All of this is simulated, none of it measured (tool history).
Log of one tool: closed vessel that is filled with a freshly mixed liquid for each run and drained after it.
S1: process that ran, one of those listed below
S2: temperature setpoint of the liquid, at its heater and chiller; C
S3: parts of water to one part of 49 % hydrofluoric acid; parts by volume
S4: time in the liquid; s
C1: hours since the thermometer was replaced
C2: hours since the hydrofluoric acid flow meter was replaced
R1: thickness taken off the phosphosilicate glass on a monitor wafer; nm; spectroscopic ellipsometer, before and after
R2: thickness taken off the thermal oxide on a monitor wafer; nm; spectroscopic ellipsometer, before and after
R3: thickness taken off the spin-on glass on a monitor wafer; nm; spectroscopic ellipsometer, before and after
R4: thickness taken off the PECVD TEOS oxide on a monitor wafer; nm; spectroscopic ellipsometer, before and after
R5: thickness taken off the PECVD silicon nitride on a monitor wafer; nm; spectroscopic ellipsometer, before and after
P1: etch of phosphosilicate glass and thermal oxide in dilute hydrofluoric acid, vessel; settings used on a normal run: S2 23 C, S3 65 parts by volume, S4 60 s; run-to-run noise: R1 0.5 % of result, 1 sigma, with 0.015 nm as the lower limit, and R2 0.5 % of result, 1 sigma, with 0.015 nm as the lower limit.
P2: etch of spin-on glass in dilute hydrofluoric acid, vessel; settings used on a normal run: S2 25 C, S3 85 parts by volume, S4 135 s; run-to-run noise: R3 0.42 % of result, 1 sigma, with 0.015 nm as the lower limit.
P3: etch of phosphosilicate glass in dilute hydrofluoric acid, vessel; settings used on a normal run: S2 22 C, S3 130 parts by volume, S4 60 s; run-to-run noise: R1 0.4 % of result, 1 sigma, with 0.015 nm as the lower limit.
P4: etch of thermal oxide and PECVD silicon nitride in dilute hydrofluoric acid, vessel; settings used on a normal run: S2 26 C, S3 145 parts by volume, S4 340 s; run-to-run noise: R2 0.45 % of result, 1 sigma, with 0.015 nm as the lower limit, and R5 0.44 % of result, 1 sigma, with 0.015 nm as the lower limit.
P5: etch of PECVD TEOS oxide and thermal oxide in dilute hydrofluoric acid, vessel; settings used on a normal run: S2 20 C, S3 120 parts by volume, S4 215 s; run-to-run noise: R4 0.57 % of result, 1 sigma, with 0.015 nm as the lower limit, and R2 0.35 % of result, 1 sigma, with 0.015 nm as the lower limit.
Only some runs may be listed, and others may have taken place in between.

run,hour,S1,S2,S3,S4,C1,C2,R1,R2,R3,R4,R5
1,18.1,P1,23,65,60,127.2,420.4,164.36,4.3522,,,
2,27.6,P1,23,110,110,136.7,429.9,169.14,4.5091,,,
3,42.1,P2,25,135,135,151.2,444.4,,,26.148,,
4,52,P3,22,130,30,161.1,454.3,18.599,,,,
5,69.9,P2,25,85,210,179,472.2,,,68.625,,
6,87.7,P5,20,30,215,196.8,490,,31.787,,67.101,
7,98,P1,23,110,60,207.1,500.3,92.412,2.4423,,,
8,111.2,P3,22,130,60,220.3,513.5,37.537,,,,
9,122.1,P5,20,120,215,231.2,524.4,,7.253,,14.994,
10,135.6,P2,25,85,135,244.7,537.9,,,44.395,,
11,145.9,P1,23,65,60,255,548.2,165.06,4.3469,,,
12,159.7,P4,21.5,145,340,268.8,562,,9.3684,,,3.4204
13,171.8,P1,19,65,60,280.9,574.1,138.01,3.724,,,
14,184,P1,23,30,60,293.1,586.3,373.55,9.9268,,,
15,196.3,P1,30.5,65,30,305.4,598.6,111.21,2.9837,,,
16,209,P4,26,75,340,318.1,611.3,,23.411,,,8.6868
17,223.7,P1,28.5,65,60,332.8,626,202.87,5.4623,,,
18,233.5,P4,26,145,340,342.6,635.8,,11.214,,,4.5669
19,246,P1,23,65,60,355.1,648.3,164.95,4.3849,,,
20,260.6,P1,23,65,60,369.7,662.9,163.82,4.3606,,,
21,270.8,P1,23,65,60,379.9,673.1,165.17,4.3876,,,
22,287.1,P4,26,145,340,396.2,689.4,,11.112,,,4.5185
23,297.4,P5,20,120,105,406.5,699.7,,3.5406,,7.2733,
24,306,P1,23,65,30,415.1,708.3,81.688,2.1872,,,
25,318.4,P3,17,130,60,427.5,720.7,30.554,,,,
26,336.8,P2,18.5,85,135,445.9,739.1,,,33.612,,
27,353.3,P1,23,65,60,462.4,755.6,163.68,4.4219,,,
28,368.2,P1,23,65,95,477.3,770.5,260.71,6.9858,,,

For run 29, what comes out?
29,381.6,P3,22,55,60,490.7,783.9,?,,,,

{"run 29": {"R1": 96.173}}
